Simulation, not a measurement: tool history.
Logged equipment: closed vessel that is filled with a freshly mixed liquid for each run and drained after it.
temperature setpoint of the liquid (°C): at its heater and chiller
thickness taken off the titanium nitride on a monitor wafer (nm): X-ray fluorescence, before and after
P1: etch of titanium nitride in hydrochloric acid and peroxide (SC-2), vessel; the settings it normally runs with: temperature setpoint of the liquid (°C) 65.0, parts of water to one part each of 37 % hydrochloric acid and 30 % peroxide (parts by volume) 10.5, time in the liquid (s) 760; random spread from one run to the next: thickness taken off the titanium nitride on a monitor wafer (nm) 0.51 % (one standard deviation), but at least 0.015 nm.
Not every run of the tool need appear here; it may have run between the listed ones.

run   hour  temperature setpoint of the liquid (°C)  parts of water to one part each of 37 % hydrochloric acid and 30 % peroxide (parts by volume)  time in the liquid (s)  hours since the thermometer was replaced  hours since the chemicals flow meter was replaced  hours since the drum of peroxide was connected  thickness taken off the titanium nitride on a monitor wafer (nm)
  1    7.9                                     65.0                                                                                           10.5                     760                                     345.8                                              305.2                                           171.1                                                           25.6580
  2   17.4                                     65.0                                                                                           10.5                     760                                     355.3                                              314.7                                           180.6                                                           25.8360
  3   25.3                                     65.0                                                                                           10.5                    1355                                     363.2                                              322.6                                           188.5                                                           45.8470
  4   35.3                                     65.0                                                                                           10.5                      65                                     373.2                                              332.6                                           198.5                                                            2.2089
  5   46.5                                     72.0                                                                                           10.5                     760                                     384.4                                              343.8                                           209.7                                                           39.4220
  6   59.7                                     72.0                                                                                           14.5                     760                                     397.6                                              357.0                                           222.9                                                           29.6360
  7   68.3                                     72.0                                                                                            6.0                     760                                     406.2                                              365.6                                           231.5                                                           61.1980
  8   80.7                                     49.0                                                                                           10.5                     760                                     418.6                                              378.0                                           243.9                                                            9.2890
  9   90.1                                     65.0                                                                                           10.5                     760                                     428.0                                              387.4                                           253.3                                                           25.7360
 10  100.6                                     65.0                                                                                           10.5                     760                                     438.5                                              397.9                                           263.8                                                           25.6260
 11  111.7                                     65.0                                                                                            4.0                     760                                     449.6                                              409.0                                           274.9                                                           53.4370
 12  124.6                                     65.0                                                                                           10.5                     760                                     462.5                                              421.9                                           287.8                                                           25.7190
 13  131.7                                     65.0                                                                                           18.0                     760                                     469.6                                              429.0                                           294.9                                                           16.0450
 14  140.7                                     56.5                                                                                            4.5                     760                                     478.6                                              438.0                                           303.9                                                           29.2980
 15  150.6                                     65.0                                                                                           10.5                     760                                     488.5                                              447.9                                           313.8                                                           25.8930
 16  156.7                                     65.0                                                                                           10.5                     760                                     494.6                                              454.0                                           319.9                                                           26.0930
 17  167.0                                     65.0                                                                                           10.5                     760                                     504.9                                              464.3                                           330.2                                                           26.6130
 18  180.3                                     65.0                                                                                           10.5                     760                                     518.2                                              477.6                                           343.5                                                           26.9100
 19  192.5                                     65.0                                                                                           10.5                     760                                     530.4                                              489.8                                           355.7                                                           27.0800
 20  203.2                                     65.0                                                                                           10.5                     760                                     541.1                                              500.5                                           366.4                                                           27.1510
 21  215.1                                     65.0                                                                                           10.5                     760                                     553.0                                              512.4                                           378.3                                                           27.4410
 22  222.9                                     65.0                                                                                           10.5                     760                                     560.8                                              520.2                                           386.1                                                           27.4500
 23  231.8                                     65.0                                                                                           10.5                     760                                     569.7                                              529.1                                           395.0                                                           27.2220
 24  239.8                                     65.0                                                                                           10.5                     760                                     577.7                                              537.1                                           403.0                                                           27.2410
 25  251.2                                     65.0                                                                                           10.5                     760                                     589.1                                              548.5                                           414.4                                                           27.6650

The log shows P1 creeping away from where it was. Any of the 2 causes listed here, at the size stated for it, fits the log just as well as the others:
A: liquid hotter than its thermometer reads (K) = 1.08
B: chemicals flow above the setpoint (%) = 8.15
The gradual shift began around hour 150.6.
Excluded causes, each with its reason:
peroxide weaker than its label (%): at most 8, which would move thickness taken off the titanium nitride on a monitor wafer (nm) by -7.4 %: too little, or the wrong way

Each of the check runs listed below is run on 5 wafers and reports their average, with the results left as question marks. Pick the one under which the possible causes would lead to clearly different results.
check 1  262.6                                     50.0                                                                                            4.0                     760                                                                                                                                                                                                              ?
check 2  262.6                                     65.0                                                                                           10.5                     290                                                                                                                                                                                                              ?
check 3  262.6                                     65.0                                                                                           14.0                     760                                                                                                                                                                                                              ?
check 4  262.6                                     65.0                                                                                           15.5                     760                                                                                                                                                                                                              ?

If the cause were each of the candidates in turn, the checks would give the following:
  check                                                            result     if A     if B
check 1  thickness taken off the titanium nitride on a monitor wafer (nm)  22.1480  21.7030
check 2  thickness taken off the titanium nitride on a monitor wafer (nm)  10.4840  10.4830
check 3  thickness taken off the titanium nitride on a monitor wafer (nm)  21.4660  21.5230
check 4  thickness taken off the titanium nitride on a monitor wafer (nm)  19.6260  19.6950
Minimum pairwise separation of causes per check, each pair taken at its best-separating result: check 1 2.03 %; check 2 0.02 %; check 3 0.27 %; check 4 0.35 %
The causes can be told apart only by check 1. The other checks would give nearly the same results under each of them.

Then check 1 was run and gave: thickness taken off the titanium nitride on a monitor wafer (nm) 22.0550. Which cause is it?

The cause is A: liquid hotter than its thermometer reads (K).
